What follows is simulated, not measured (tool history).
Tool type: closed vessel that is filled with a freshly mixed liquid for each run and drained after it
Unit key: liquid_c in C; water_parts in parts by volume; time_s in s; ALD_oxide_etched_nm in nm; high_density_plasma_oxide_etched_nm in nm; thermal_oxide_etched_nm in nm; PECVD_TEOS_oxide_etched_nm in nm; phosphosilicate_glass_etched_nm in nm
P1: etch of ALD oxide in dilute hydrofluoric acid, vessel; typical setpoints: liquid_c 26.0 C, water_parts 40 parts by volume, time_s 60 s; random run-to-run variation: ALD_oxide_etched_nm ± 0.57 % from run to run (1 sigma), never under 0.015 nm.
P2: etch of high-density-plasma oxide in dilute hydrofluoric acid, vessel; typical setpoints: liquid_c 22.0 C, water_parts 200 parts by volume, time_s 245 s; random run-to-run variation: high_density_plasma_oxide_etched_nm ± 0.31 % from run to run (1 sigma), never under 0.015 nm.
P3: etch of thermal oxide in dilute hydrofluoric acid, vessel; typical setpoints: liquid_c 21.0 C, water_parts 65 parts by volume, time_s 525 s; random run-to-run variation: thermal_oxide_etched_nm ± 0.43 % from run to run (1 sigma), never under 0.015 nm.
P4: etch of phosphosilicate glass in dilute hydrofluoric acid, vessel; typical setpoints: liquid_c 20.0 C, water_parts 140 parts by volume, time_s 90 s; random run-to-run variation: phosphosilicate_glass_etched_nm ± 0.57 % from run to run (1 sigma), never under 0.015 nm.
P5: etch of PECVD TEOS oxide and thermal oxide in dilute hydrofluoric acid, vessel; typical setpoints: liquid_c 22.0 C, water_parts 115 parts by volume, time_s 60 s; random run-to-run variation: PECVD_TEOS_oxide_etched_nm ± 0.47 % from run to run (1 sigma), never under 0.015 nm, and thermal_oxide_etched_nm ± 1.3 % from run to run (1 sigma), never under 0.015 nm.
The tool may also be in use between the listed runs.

run,day,process,liquid_c,water_parts,time_s,ALD_oxide_etched_nm,high_density_plasma_oxide_etched_nm,thermal_oxide_etched_nm,PECVD_TEOS_oxide_etched_nm,phosphosilicate_glass_etched_nm
1,0.600,P1,26.0,40,60,20.692,,,,
2,0.979,P2,22.0,345,245,,3.5986,,,
3,1.321,P3,21.0,115,525,,,19.4150,,
4,1.733,P3,21.0,65,760,,,52.6130,,
5,2.029,P2,22.0,200,375,,11.0140,,,
6,2.521,P5,22.0,115,30,,,1.1244,3.8396,
7,3.000,P3,17.0,65,525,,,30.6070,,
8,3.271,P3,21.0,65,525,,,36.3570,,
9,3.879,P1,26.0,40,60,20.710,,,,
10,4.383,P4,20.0,140,180,,,,,97.520
11,4.679,P4,20.0,140,90,,,,,48.808
12,5.175,P1,26.0,40,100,34.366,,,,
13,5.612,P1,26.0,40,60,20.613,,,,
14,6.117,P1,33.0,40,60,27.019,,,,
15,6.712,P1,26.0,40,30,10.286,,,,
16,6.979,P2,28.5,200,245,,9.0468,,,
17,7.421,P2,22.0,200,245,,7.1372,,,
18,7.712,P5,22.0,115,60,,,2.2557,7.6992,
19,8.100,P5,30.0,115,60,,,3.1399,10.4920,
20,8.471,P1,29.5,40,90,35.828,,,,
21,8.771,P1,26.0,40,60,20.550,,,,
22,9.221,P1,26.0,40,60,20.488,,,,
23,9.688,P1,33.0,65,60,16.015,,,,
24,10.175,P1,26.0,60,60,13.232,,,,
25,10.658,P1,26.0,20,60,42.525,,,,
26,11.058,P1,20.5,40,60,16.374,,,,
27,11.592,P1,33.5,40,85,39.517,,,,

Predict the results of run 28:
28,11.875,P4,20.0,75,90,,,,,?

For run 28 the tool returned phosphosilicate_glass_etched_nm 99.149 nm.
